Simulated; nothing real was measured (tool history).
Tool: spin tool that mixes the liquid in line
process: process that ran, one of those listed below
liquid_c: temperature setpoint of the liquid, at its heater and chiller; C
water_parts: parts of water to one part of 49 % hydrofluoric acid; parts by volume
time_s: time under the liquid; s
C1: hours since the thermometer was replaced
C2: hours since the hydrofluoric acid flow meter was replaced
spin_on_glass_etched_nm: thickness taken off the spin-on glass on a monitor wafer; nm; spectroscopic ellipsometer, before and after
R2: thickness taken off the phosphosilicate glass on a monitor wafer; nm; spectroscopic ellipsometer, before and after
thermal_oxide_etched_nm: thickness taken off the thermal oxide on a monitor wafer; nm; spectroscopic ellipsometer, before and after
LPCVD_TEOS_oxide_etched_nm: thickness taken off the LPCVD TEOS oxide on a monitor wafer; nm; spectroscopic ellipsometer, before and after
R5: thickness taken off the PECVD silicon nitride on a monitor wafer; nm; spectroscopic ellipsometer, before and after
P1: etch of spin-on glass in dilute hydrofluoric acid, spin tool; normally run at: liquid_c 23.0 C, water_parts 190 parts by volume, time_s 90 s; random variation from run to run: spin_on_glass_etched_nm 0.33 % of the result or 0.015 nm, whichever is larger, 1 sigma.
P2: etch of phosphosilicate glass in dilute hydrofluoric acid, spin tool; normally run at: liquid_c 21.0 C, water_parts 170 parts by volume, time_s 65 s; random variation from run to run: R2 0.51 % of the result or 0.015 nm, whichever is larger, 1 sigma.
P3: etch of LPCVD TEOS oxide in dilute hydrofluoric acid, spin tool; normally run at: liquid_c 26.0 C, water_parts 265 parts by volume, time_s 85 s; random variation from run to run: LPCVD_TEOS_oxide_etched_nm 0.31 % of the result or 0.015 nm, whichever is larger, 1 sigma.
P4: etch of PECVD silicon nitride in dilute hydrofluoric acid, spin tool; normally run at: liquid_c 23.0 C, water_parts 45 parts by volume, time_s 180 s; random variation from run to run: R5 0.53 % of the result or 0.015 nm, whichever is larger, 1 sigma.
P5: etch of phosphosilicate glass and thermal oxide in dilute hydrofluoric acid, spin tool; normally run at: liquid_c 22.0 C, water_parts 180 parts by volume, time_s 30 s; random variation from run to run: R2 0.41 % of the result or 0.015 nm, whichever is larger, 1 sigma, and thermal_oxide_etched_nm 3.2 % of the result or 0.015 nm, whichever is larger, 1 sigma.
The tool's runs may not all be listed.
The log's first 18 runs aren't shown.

run 19 day=7.204 | process=P3 liquid_c=26.0 water_parts=265 time_s=150 | C1=354.5 C2=611.5 | LPCVD_TEOS_oxide_etched_nm=15.6730
run 20 day=7.442 | process=P2 liquid_c=21.0 water_parts=170 time_s=65 | C1=360.2 C2=617.2 | R2=50.992
run 21 day=7.829 | process=P1 liquid_c=23.0 water_parts=190 time_s=90 | C1=369.5 C2=626.5 | spin_on_glass_etched_nm=15.5320
run 22 day=8.338 | process=P4 liquid_c=23.0 water_parts=45 time_s=180 | C1=381.7 C2=638.7 | R5=7.5792
run 23 day=8.738 | process=P4 liquid_c=31.5 water_parts=45 time_s=180 | C1=391.3 C2=648.3 | R5=13.2290
run 24 day=9.083 | process=P5 liquid_c=17.5 water_parts=180 time_s=30 | C1=399.6 C2=656.6 | R2=17.380 thermal_oxide_etched_nm=0.57435
run 25 day=9.450 | process=P1 liquid_c=28.5 water_parts=75 time_s=90 | C1=408.4 C2=665.4 | spin_on_glass_etched_nm=55.7540
run 26 day=9.862 | process=P1 liquid_c=23.0 water_parts=190 time_s=155 | C1=418.3 C2=675.3 | spin_on_glass_etched_nm=26.6880
run 27 day=10.212 | process=P2 liquid_c=21.0 water_parts=245 time_s=65 | C1=426.7 C2=683.7 | R2=32.641
run 28 day=10.700 | process=P1 liquid_c=23.0 water_parts=95 time_s=90 | C1=438.4 C2=695.4 | spin_on_glass_etched_nm=34.5790
run 29 day=11.012 | process=P3 liquid_c=31.0 water_parts=265 time_s=85 | C1=445.9 C2=702.9 | LPCVD_TEOS_oxide_etched_nm=10.5050
run 30 day=11.396 | process=P3 liquid_c=26.0 water_parts=265 time_s=85 | C1=455.1 C2=712.1 | LPCVD_TEOS_oxide_etched_nm=8.8755

The next listed run, before its measurement:
run 31 day=11.792 | process=P1 liquid_c=23.0 water_parts=190 time_s=90 | C1=464.6 C2=721.6 | spin_on_glass_etched_nm=?

spin_on_glass_etched_nm: 15.5160 nm

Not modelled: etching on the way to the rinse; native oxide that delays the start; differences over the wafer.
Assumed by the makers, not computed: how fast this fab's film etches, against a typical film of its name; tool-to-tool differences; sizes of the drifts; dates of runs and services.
